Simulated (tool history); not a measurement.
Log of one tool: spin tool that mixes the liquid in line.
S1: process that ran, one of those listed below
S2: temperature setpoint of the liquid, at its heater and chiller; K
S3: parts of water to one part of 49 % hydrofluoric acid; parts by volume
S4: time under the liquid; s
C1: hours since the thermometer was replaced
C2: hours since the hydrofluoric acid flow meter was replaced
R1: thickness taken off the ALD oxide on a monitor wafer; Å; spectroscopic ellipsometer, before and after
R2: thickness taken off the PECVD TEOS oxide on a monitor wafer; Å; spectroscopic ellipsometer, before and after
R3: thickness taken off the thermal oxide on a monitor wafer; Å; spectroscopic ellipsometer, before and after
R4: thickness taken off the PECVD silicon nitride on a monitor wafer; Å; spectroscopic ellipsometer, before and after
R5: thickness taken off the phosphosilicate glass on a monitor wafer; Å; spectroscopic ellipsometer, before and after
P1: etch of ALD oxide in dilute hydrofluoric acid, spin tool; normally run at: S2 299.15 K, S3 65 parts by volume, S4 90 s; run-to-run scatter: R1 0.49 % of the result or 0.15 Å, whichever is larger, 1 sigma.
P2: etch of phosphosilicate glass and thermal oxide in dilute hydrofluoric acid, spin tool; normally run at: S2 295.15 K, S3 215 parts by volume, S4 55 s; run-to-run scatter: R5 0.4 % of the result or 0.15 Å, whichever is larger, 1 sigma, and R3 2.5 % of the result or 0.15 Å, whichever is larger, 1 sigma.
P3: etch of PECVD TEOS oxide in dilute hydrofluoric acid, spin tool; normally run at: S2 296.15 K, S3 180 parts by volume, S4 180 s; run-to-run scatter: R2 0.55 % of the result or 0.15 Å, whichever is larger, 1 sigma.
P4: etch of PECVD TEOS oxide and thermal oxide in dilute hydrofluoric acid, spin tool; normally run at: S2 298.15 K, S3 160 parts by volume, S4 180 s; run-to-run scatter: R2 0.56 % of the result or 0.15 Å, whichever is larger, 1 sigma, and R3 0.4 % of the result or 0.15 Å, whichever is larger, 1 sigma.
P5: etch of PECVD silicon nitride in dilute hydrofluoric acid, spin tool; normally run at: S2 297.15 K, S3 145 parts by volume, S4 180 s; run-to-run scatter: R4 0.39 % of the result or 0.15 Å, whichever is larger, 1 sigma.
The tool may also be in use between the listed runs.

{"run": 1, "hour": 7.5, "S1": "P1", "S2": 299.15, "S3": 65, "S4": 90, "C1": 488.9, "C2": 961.8, "R1": 275.08}
{"run": 2, "hour": 13.3, "S1": "P4", "S2": 298.15, "S3": 160, "S4": 340, "C1": 494.7, "C2": 967.6, "R2": 427.85, "R3": 99.731}
{"run": 3, "hour": 18.8, "S1": "P3", "S2": 296.15, "S3": 180, "S4": 180, "C1": 500.2, "C2": 973.1, "R2": 74.189}
{"run": 4, "hour": 28.8, "S1": "P5", "S2": 297.15, "S3": 145, "S4": 345, "C1": 510.2, "C2": 983.1, "R4": 110.53}
{"run": 5, "hour": 38.8, "S1": "P1", "S2": 299.15, "S3": 65, "S4": 90, "C1": 520.2, "C2": 993.1, "R1": 275.85}
{"run": 6, "hour": 43.8, "S1": "P2", "S2": 295.15, "S3": 215, "S4": 55, "C1": 525.2, "C2": 998.1, "R3": 10.72, "R5": 413.95}
{"run": 7, "hour": 53.1, "S1": "P1", "S2": 299.15, "S3": 65, "S4": 45, "C1": 534.5, "C2": 1007.4, "R1": 138.87}
{"run": 8, "hour": 60.7, "S1": "P1", "S2": 307.15, "S3": 65, "S4": 90, "C1": 542.1, "C2": 1015.0, "R1": 376.6}
{"run": 9, "hour": 67.5, "S1": "P3", "S2": 296.15, "S3": 180, "S4": 275, "C1": 548.9, "C2": 1021.8, "R2": 112.97}
{"run": 10, "hour": 76.7, "S1": "P1", "S2": 299.15, "S3": 40, "S4": 90, "C1": 558.1, "C2": 1031.0, "R1": 466.21}
{"run": 11, "hour": 86.6, "S1": "P2", "S2": 295.15, "S3": 215, "S4": 110, "C1": 568.0, "C2": 1040.9, "R3": 20.953, "R5": 832.86}
{"run": 12, "hour": 92.6, "S1": "P1", "S2": 295.15, "S3": 65, "S4": 90, "C1": 574.0, "C2": 1046.9, "R1": 233.85}
{"run": 13, "hour": 103.4, "S1": "P3", "S2": 290.15, "S3": 180, "S4": 180, "C1": 584.8, "C2": 1057.7, "R2": 58.128}
{"run": 14, "hour": 112.4, "S1": "P5", "S2": 297.15, "S3": 245, "S4": 180, "C1": 593.8, "C2": 1066.7, "R4": 34.007}
{"run": 15, "hour": 120.3, "S1": "P5", "S2": 290.15, "S3": 145, "S4": 180, "C1": 601.7, "C2": 1074.6, "R4": 35.832}
{"run": 16, "hour": 129.6, "S1": "P2", "S2": 295.15, "S3": 50, "S4": 55, "C1": 611.0, "C2": 1083.9, "R3": 52.661, "R5": 2150.8}
{"run": 17, "hour": 137.4, "S1": "P4", "S2": 298.15, "S3": 160, "S4": 180, "C1": 618.8, "C2": 1091.7, "R2": 226.25, "R3": 52.995}
{"run": 18, "hour": 143.9, "S1": "P1", "S2": 299.15, "S3": 65, "S4": 130, "C1": 625.3, "C2": 1098.2, "R1": 397.5}
{"hour": 149.9, "done": "hydrofluoric acid flow meter replaced"}
{"run": 19, "hour": 152.9, "S1": "P3", "S2": 296.15, "S3": 180, "S4": 180, "C1": 634.3, "C2": 3.1, "R2": 73.653}
{"run": 20, "hour": 159.0, "S1": "P4", "S2": 306.15, "S3": 160, "S4": 180, "C1": 640.4, "C2": 9.2, "R2": 298.35, "R3": 70.622}
{"run": 21, "hour": 167.7, "S1": "P1", "S2": 299.15, "S3": 65, "S4": 90, "C1": 649.1, "C2": 17.9, "R1": 273.8}
{"run": 22, "hour": 172.5, "S1": "P3", "S2": 296.15, "S3": 85, "S4": 180, "C1": 653.9, "C2": 22.7, "R2": 173.89}
{"run": 23, "hour": 178.0, "S1": "P4", "S2": 298.15, "S3": 70, "S4": 180, "C1": 659.4, "C2": 28.2, "R2": 577.42, "R3": 136.65}
{"run": 24, "hour": 186.2, "S1": "P1", "S2": 299.15, "S3": 25, "S4": 15, "C1": 667.6, "C2": 36.4, "R1": 126.55}
{"run": 25, "hour": 191.1, "S1": "P1", "S2": 299.15, "S3": 65, "S4": 90, "C1": 672.5, "C2": 41.3, "R1": 276.07}
{"run": 26, "hour": 200.0, "S1": "P1", "S2": 299.15, "S3": 65, "S4": 90, "C1": 681.4, "C2": 50.2, "R1": 273.36}
{"run": 27, "hour": 206.5, "S1": "P2", "S2": 290.65, "S3": 215, "S4": 55, "C1": 687.9, "C2": 56.7, "R3": 8.6579, "R5": 353.39}
{"run": 28, "hour": 214.1, "S1": "P5", "S2": 297.15, "S3": 145, "S4": 180, "C1": 695.5, "C2": 64.3, "R4": 57.621}
{"run": 29, "hour": 220.2, "S1": "P1", "S2": 299.15, "S3": 110, "S4": 90, "C1": 701.6, "C2": 70.4, "R1": 154.31}
{"run": 30, "hour": 228.3, "S1": "P1", "S2": 299.15, "S3": 65, "S4": 90, "C1": 709.7, "C2": 78.5, "R1": 276.11}
{"run": 31, "hour": 235.6, "S1": "P1", "S2": 299.15, "S3": 65, "S4": 90, "C1": 717.0, "C2": 85.8, "R1": 270.89}
{"run": 32, "hour": 243.3, "S1": "P1", "S2": 299.15, "S3": 65, "S4": 90, "C1": 724.7, "C2": 93.5, "R1": 265.84}
{"run": 33, "hour": 250.0, "S1": "P1", "S2": 299.15, "S3": 65, "S4": 90, "C1": 731.4, "C2": 100.2, "R1": 262.08}
{"run": 34, "hour": 259.4, "S1": "P1", "S2": 299.15, "S3": 65, "S4": 90, "C1": 740.8, "C2": 109.6, "R1": 261.92}
{"run": 35, "hour": 269.4, "S1": "P1", "S2": 299.15, "S3": 65, "S4": 90, "C1": 750.8, "C2": 119.6, "R1": 257.49}
{"run": 36, "hour": 279.8, "S1": "P1", "S2": 299.15, "S3": 65, "S4": 90, "C1": 761.2, "C2": 130.0, "R1": 260.87}
{"run": 37, "hour": 288.7, "S1": "P1", "S2": 299.15, "S3": 65, "S4": 90, "C1": 770.1, "C2": 138.9, "R1": 259.15}
{"run": 38, "hour": 293.9, "S1": "P1", "S2": 299.15, "S3": 65, "S4": 90, "C1": 775.3, "C2": 144.1, "R1": 258.11}
{"run": 39, "hour": 303.9, "S1": "P1", "S2": 299.15, "S3": 65, "S4": 90, "C1": 785.3, "C2": 154.1, "R1": 256.06}
{"run": 40, "hour": 310.5, "S1": "P1", "S2": 299.15, "S3": 65, "S4": 90, "C1": 791.9, "C2": 160.7, "R1": 258.75}
{"run": 41, "hour": 321.2, "S1": "P1", "S2": 299.15, "S3": 65, "S4": 90, "C1": 802.6, "C2": 171.4, "R1": 256.74}

What P1 gives has crept away from where it was. These 2 causes fit the log equally well, each at the size given:
A: liquid colder than its thermometer reads (K) = 1.76
B: hydrofluoric acid flow below the setpoint (%) = 6.25
The creep began at about hour 228.3.

4 check runs are offered, one wafer each, their results left as question marks. Which one tells the causes apart?
{"run": "check 1", "hour": 331.9, "S1": "P2", "S2": 292.15, "S3": 215, "S4": 55, "R3": "?", "R5": "?"}
{"run": "check 2", "hour": 331.9, "S1": "P5", "S2": 297.15, "S3": 145, "S4": 295, "R4": "?"}
{"run": "check 3", "hour": 331.9, "S1": "P3", "S2": 292.15, "S3": 180, "S4": 255, "R2": "?"}
{"run": "check 4", "hour": 331.9, "S1": "P4", "S2": 298.15, "S3": 70, "S4": 245, "R2": "?", "R3": "?"}

What each check would give under each cause:
check=check_1 result=R3 if_A=8.5621 if_B=8.4840
check=check_1 result=R5 if_A=346.85 if_B=343.69
check=check_2 result=R4 if_A=84.174 if_B=88.558
check=check_3 result=R2 if_A=83.516 if_B=83.010
check=check_4 result=R2 if_A=727.790 if_B=728.160
check=check_4 result=R3 if_A=172.0400 if_B=172.1300
How far apart the two closest causes lie, in the result that separates them most: check 1 0.92 %; check 2 5.08 %; check 3 0.61 %; check 4 0.05 %
Only check 2 tells the causes apart: in the others they would give nearly the same result.

Check 2 was then run and gave: R4 88.449 Å. Which cause is it?

It is B: hydrofluoric acid flow below the setpoint (%).
